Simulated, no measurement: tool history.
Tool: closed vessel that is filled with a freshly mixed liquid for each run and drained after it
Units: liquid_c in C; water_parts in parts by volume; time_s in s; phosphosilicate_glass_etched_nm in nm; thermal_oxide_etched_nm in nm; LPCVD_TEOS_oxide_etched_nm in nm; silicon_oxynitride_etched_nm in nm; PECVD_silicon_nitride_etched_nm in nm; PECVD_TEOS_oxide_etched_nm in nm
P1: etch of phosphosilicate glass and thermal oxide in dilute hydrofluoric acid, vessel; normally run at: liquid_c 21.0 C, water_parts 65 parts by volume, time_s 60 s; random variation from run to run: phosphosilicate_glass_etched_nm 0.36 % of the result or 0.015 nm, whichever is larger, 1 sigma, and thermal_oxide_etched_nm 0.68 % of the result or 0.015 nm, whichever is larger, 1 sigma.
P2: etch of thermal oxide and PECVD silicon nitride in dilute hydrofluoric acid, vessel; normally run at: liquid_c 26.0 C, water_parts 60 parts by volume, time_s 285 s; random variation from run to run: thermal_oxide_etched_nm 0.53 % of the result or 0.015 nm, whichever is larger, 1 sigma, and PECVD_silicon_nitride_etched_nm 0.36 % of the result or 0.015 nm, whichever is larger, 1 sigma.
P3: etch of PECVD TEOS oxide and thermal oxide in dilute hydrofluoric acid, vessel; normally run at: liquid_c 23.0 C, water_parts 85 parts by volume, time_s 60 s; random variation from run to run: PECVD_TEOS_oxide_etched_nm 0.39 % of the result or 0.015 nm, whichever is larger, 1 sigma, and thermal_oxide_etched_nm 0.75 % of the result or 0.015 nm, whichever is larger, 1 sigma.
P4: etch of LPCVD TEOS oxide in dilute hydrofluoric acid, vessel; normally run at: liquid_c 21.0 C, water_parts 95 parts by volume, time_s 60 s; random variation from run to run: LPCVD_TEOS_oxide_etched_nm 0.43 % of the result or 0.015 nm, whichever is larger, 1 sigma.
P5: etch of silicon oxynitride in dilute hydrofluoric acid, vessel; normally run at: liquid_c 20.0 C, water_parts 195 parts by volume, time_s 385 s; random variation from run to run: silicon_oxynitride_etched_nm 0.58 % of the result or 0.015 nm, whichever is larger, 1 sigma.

run  hour  process  liquid_c  water_parts  time_s  phosphosilicate_glass_etched_nm  thermal_oxide_etched_nm  LPCVD_TEOS_oxide_etched_nm  silicon_oxynitride_etched_nm  PECVD_silicon_nitride_etched_nm  PECVD_TEOS_oxide_etched_nm
  1   2.8       P1      21.0           65      60                          163.500                   3.8815
  2   7.1       P1      21.0           65      60                          164.470                   3.7951
  3  10.0       P4      21.0           95      60                                                                                24.064
  4  13.5       P5      20.0          195      30                                                                                                             0.51843
  5  17.7       P2      26.0           95     285                                                   15.1120                                                                                     17.394
  6  21.3       P1      21.0          105      85                          137.350                   3.2500
  7  24.4       P1      21.0           65      60                          163.830                   3.8374
  8  28.2       P2      26.0           60     285                                                   25.1470                                                                                     27.298
  9  31.2       P5      28.5          195     385                                                                                                             9.57140
 10  34.0       P3      23.0           85     110                                                    6.0127                                                                                                                 33.683
 11  37.5       P1      21.0           65      60                          164.330                   3.8686
 12  39.8       P3      17.0           85      60                                                    2.4910                                                                                                                 14.290
 13  42.2       P5      20.0          320     385                                                                                                             3.69850
 14  46.3       P4      21.0           95      60                                                                                24.102
 15  50.1       P1      28.5           65      60                          220.890                   5.2751
 16  54.6       P4      17.0           95      60                                                                                20.422
 17  58.4       P1      21.0           95      60                          107.600                   2.5725
 18  62.2       P1      17.0           65      60                          138.420                   3.2939
 19  65.7       P2      26.0           60     490                                                   42.9750                                                                                     46.998
 20  69.9       P2      32.0           60     285                                                   31.8400                                                                                     40.116
 21  73.6       P4      21.0          155      60                                                                                13.730
 22  75.7       P1      21.0           25      60                          449.120                  10.5940
 23  78.7       P3      23.0          120      60                                                    2.2067                                                                                                                 12.448
 24  81.8       P3      23.0           85      60                                                    3.2551                                                                                                                 18.132
 25  85.4       P1      17.0           20      60                          474.090                  11.1760
 26  88.6       P4      21.0           95     115                                                                                46.542
 27  90.8       P1      21.0           65     115                          313.800                   7.4736

The next listed run, before its measurement:
 28  93.9       P1      21.0           65      30                                ?                        ?

phosphosilicate_glass_etched_nm: 82.047 nm
thermal_oxide_etched_nm: 1.9303 nm
